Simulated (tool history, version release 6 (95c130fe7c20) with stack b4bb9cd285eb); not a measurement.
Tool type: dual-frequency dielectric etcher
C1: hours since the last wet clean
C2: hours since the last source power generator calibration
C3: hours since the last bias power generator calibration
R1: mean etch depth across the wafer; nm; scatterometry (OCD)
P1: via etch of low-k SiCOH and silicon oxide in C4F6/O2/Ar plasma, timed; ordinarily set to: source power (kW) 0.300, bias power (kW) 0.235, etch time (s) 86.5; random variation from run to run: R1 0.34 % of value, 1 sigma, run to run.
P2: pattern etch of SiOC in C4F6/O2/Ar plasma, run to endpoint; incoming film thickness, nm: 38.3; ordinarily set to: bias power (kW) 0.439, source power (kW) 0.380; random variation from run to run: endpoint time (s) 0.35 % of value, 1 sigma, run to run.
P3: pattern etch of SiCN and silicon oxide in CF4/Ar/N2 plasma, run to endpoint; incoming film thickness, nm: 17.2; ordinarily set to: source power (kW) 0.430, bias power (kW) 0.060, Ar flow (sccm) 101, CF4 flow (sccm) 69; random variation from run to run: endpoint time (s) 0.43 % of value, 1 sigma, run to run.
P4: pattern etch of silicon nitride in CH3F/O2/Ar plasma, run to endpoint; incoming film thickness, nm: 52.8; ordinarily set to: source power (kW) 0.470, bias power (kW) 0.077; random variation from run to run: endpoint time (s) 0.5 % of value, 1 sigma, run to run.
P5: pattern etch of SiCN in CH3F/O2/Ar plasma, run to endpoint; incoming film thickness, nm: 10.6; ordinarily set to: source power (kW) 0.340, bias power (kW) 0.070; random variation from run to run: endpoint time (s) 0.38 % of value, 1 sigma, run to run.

Run 1, hour 8.1: process that ran P1, source power (kW) 0.300, bias power (kW) 0.235, etch time (s) 86.5; C1 211.2; C2 1325.0; C3 2486.1. Result: R1 232.66 nm.
Run 2, hour 24.8: process that ran P2, source power (kW) 0.380, bias power (kW) 0.269; C1 227.9; C2 1341.7; C3 2502.8. Result: endpoint time (s) 16.130.
Run 3, hour 37.7: process that ran P1, source power (kW) 0.300, bias power (kW) 0.322, etch time (s) 86.5; C1 240.8; C2 1354.6; C3 2515.7. Result: R1 258.94 nm.
Run 4, hour 47.8: process that ran P1, source power (kW) 0.300, bias power (kW) 0.235, etch time (s) 86.5; C1 250.9; C2 1364.7; C3 2525.8. Result: R1 231.99 nm.
Run 5, hour 57.2: process that ran P1, source power (kW) 0.300, bias power (kW) 0.235, etch time (s) 86.5; C1 260.3; C2 1374.1; C3 2535.2. Result: R1 232.84 nm.
Run 6, hour 68.0: process that ran P5, source power (kW) 0.340, bias power (kW) 0.092; C1 271.1; C2 1384.9; C3 2546.0. Result: endpoint time (s) 27.251.
Run 7, hour 83.0: process that ran P5, source power (kW) 0.340, bias power (kW) 0.070; C1 286.1; C2 1399.9; C3 2561.0. Result: endpoint time (s) 29.949.
Run 8, hour 93.2: process that ran P3, source power (kW) 0.600, bias power (kW) 0.060, Ar flow (sccm) 101, CF4 flow (sccm) 69; C1 296.3; C2 1410.1; C3 2571.2. Result: endpoint time (s) 16.717.
Run 9, hour 106.1: process that ran P1, source power (kW) 0.300, bias power (kW) 0.142, etch time (s) 86.5; C1 309.2; C2 1423.0; C3 2584.1. Result: R1 197.41 nm.
Run 10, hour 118.1: process that ran P5, source power (kW) 0.340, bias power (kW) 0.070; C1 321.2; C2 1435.0; C3 2596.1. Result: endpoint time (s) 30.068.
Run 11, hour 128.7: process that ran P1, source power (kW) 0.300, bias power (kW) 0.235, etch time (s) 47.5; C1 331.8; C2 1445.6; C3 2606.7. Result: R1 127.96 nm.
Run 12, hour 142.3: process that ran P1, source power (kW) 0.170, bias power (kW) 0.235, etch time (s) 86.5; C1 345.4; C2 1459.2; C3 2620.3. Result: R1 188.07 nm.
Run 13, hour 150.8: process that ran P1, source power (kW) 0.300, bias power (kW) 0.235, etch time (s) 86.5; C1 353.9; C2 1467.7; C3 2628.8. Result: R1 233.43 nm.
Run 14, hour 161.6: process that ran P1, source power (kW) 0.210, bias power (kW) 0.235, etch time (s) 61.0; C1 364.7; C2 1478.5; C3 2639.6. Result: R1 143.82 nm.
Run 15, hour 176.0: process that ran P4, source power (kW) 0.290, bias power (kW) 0.077; C1 379.1; C2 1492.9; C3 2654.0. Result: endpoint time (s) 82.308.
Run 16, hour 186.5: process that ran P3, source power (kW) 0.430, bias power (kW) 0.073, Ar flow (sccm) 101, CF4 flow (sccm) 69; C1 389.6; C2 1503.4; C3 2664.5. Result: endpoint time (s) 21.018.
Run 17, hour 198.2: process that ran P4, source power (kW) 0.470, bias power (kW) 0.077; C1 401.3; C2 1515.1; C3 2676.2. Result: endpoint time (s) 69.287.
Run 18, hour 206.7: process that ran P4, source power (kW) 0.470, bias power (kW) 0.077; C1 409.8; C2 1523.6; C3 2684.7. Result: endpoint time (s) 69.234.
Run 19, hour 222.7: process that ran P5, source power (kW) 0.210, bias power (kW) 0.070; C1 425.8; C2 1539.6; C3 2700.7. Result: endpoint time (s) 36.205.
Run 20, hour 231.0: process that ran P1, source power (kW) 0.390, bias power (kW) 0.235, etch time (s) 86.5; C1 434.1; C2 1547.9; C3 2709.0. Result: R1 257.32 nm.
Run 21, hour 243.5: process that ran P3, source power (kW) 0.430, bias power (kW) 0.060, Ar flow (sccm) 101, CF4 flow (sccm) 95; C1 446.6; C2 1560.4; C3 2721.5. Result: endpoint time (s) 21.381.
Run 22, hour 253.6: process that ran P3, source power (kW) 0.430, bias power (kW) 0.060, Ar flow (sccm) 128, CF4 flow (sccm) 69; C1 456.7; C2 1570.5; C3 2731.6. Result: endpoint time (s) 23.244.
Run 23, hour 264.0: process that ran P2, source power (kW) 0.380, bias power (kW) 0.439; C1 467.1; C2 1580.9; C3 2742.0. Result: endpoint time (s) 13.521.
Run 24, hour 273.8: process that ran P1, source power (kW) 0.300, bias power (kW) 0.235, etch time (s) 86.5; C1 476.9; C2 1590.7; C3 2751.8. Result: R1 233.31 nm.
Run 25, hour 281.8: process that ran P2, source power (kW) 0.380, bias power (kW) 0.439; C1 484.9; C2 1598.7; C3 2759.8. Result: endpoint time (s) 13.560.
Run 26, hour 290.7: process that ran P1, source power (kW) 0.300, bias power (kW) 0.235, etch time (s) 109.5; C1 493.8; C2 1607.6; C3 2768.7. Result: R1 294.29 nm.
Run 27, hour 301.4: process that ran P3, source power (kW) 0.430, bias power (kW) 0.060, Ar flow (sccm) 101, CF4 flow (sccm) 69; C1 504.5; C2 1618.3; C3 2779.4. Result: endpoint time (s) 22.469.
Run 28, hour 309.9: process that ran P1, source power (kW) 0.300, bias power (kW) 0.235, etch time (s) 86.5; C1 513.0; C2 1626.8; C3 2787.9. Result: R1 232.09 nm.
At hour 314.0: bias power generator calibrated.
Run 29, hour 325.4: process that ran P4, source power (kW) 0.470, bias power (kW) 0.055; C1 528.5; C2 1642.3; C3 11.4. Result: endpoint time (s) 77.477.
Run 30, hour 339.2: process that ran P2, source power (kW) 0.210, bias power (kW) 0.439; C1 542.3; C2 1656.1; C3 25.2. Result: endpoint time (s) 16.819.
Run 31, hour 355.0: process that ran P1, source power (kW) 0.300, bias power (kW) 0.235, etch time (s) 86.5; C1 558.1; C2 1671.9; C3 41.0. Result: R1 232.26 nm.
Run 32, hour 367.6: process that ran P1, source power (kW) 0.300, bias power (kW) 0.235, etch time (s) 86.5; C1 570.7; C2 1684.5; C3 53.6. Result: R1 232.65 nm.
Run 33, hour 384.3: process that ran P1, source power (kW) 0.300, bias power (kW) 0.235, etch time (s) 86.5; C1 587.4; C2 1701.2; C3 70.3. Result: R1 230.76 nm.
Run 34, hour 400.9: process that ran P1, source power (kW) 0.300, bias power (kW) 0.235, etch time (s) 86.5; C1 604.0; C2 1717.8; C3 86.9. Result: R1 228.69 nm.
At hour 405.0: wet clean of the chamber.
Run 35, hour 417.1: process that ran P1, source power (kW) 0.300, bias power (kW) 0.235, etch time (s) 86.5; C1 12.2; C2 1734.0; C3 103.1. Result: R1 228.62 nm.
Run 36, hour 431.8: process that ran P1, source power (kW) 0.300, bias power (kW) 0.235, etch time (s) 86.5; C1 26.9; C2 1748.7; C3 117.8. Result: R1 228.52 nm.
Run 37, hour 445.1: process that ran P1, source power (kW) 0.300, bias power (kW) 0.235, etch time (s) 86.5; C1 40.2; C2 1762.0; C3 131.1. Result: R1 228.96 nm.
Run 38, hour 453.3: process that ran P1, source power (kW) 0.300, bias power (kW) 0.235, etch time (s) 86.5; C1 48.4; C2 1770.2; C3 139.3. Result: R1 229.21 nm.
Run 39, hour 462.1: process that ran P1, source power (kW) 0.300, bias power (kW) 0.235, etch time (s) 86.5; C1 57.2; C2 1779.0; C3 148.1. Result: R1 228.77 nm.

What P1 gives has crept off from where it sat before. The 2 causes that follow fit the log equally well, each at the size noted:
A: source power that arrives under what is set, % = 4.42
B: bias power that arrives under what is set, % = 4.96
The onset of the drift is placed at about hour 355.0.
Other possible causes, and why each is ruled out:
chamber walls in a state that lowers the etch rate, %: its service at hour 405.0 followed the start of the drift and did not put the process back to its old value

Consider the 4 check runs below, whose results appear as question marks and each of which averages 2 wafers. Which one distinguishes the causes, in that each cause would give it a clearly different result?
Run check 1, hour 470.9: process that ran P4, source power (kW) 0.360, bias power (kW) 0.059. Result: endpoint time (s) ?.
Run check 2, hour 470.9: process that ran P3, source power (kW) 0.430, bias power (kW) 0.071, Ar flow (sccm) 124, CF4 flow (sccm) 69. Result: endpoint time (s) ?.
Run check 3, hour 470.9: process that ran P2, source power (kW) 0.230, bias power (kW) 0.439. Result: endpoint time (s) ?.
Run check 4, hour 470.9: process that ran P5, source power (kW) 0.210, bias power (kW) 0.084. Result: endpoint time (s) ?.

Check results expected under each cause:
  check             result    if A    if B
check 1  endpoint time (s)  85.329  85.273
check 2  endpoint time (s)  22.772  22.277
check 3  endpoint time (s)  16.605  16.647
check 4  endpoint time (s)  34.169  34.260
Separation of the two closest causes in each check, using whichever result separates them best: check 1 0.07 %; check 2 2.2 %; check 3 0.25 %; check 4 0.27 %
Only in check 2 would the causes give clearly different results; in the remaining checks their results would be nearly the same.

With check 2 done, the readings were: endpoint time (s) 22.747. Identify which of the listed causes applies.

Of the candidate causes, it is A: source power that arrives under what is set, %.
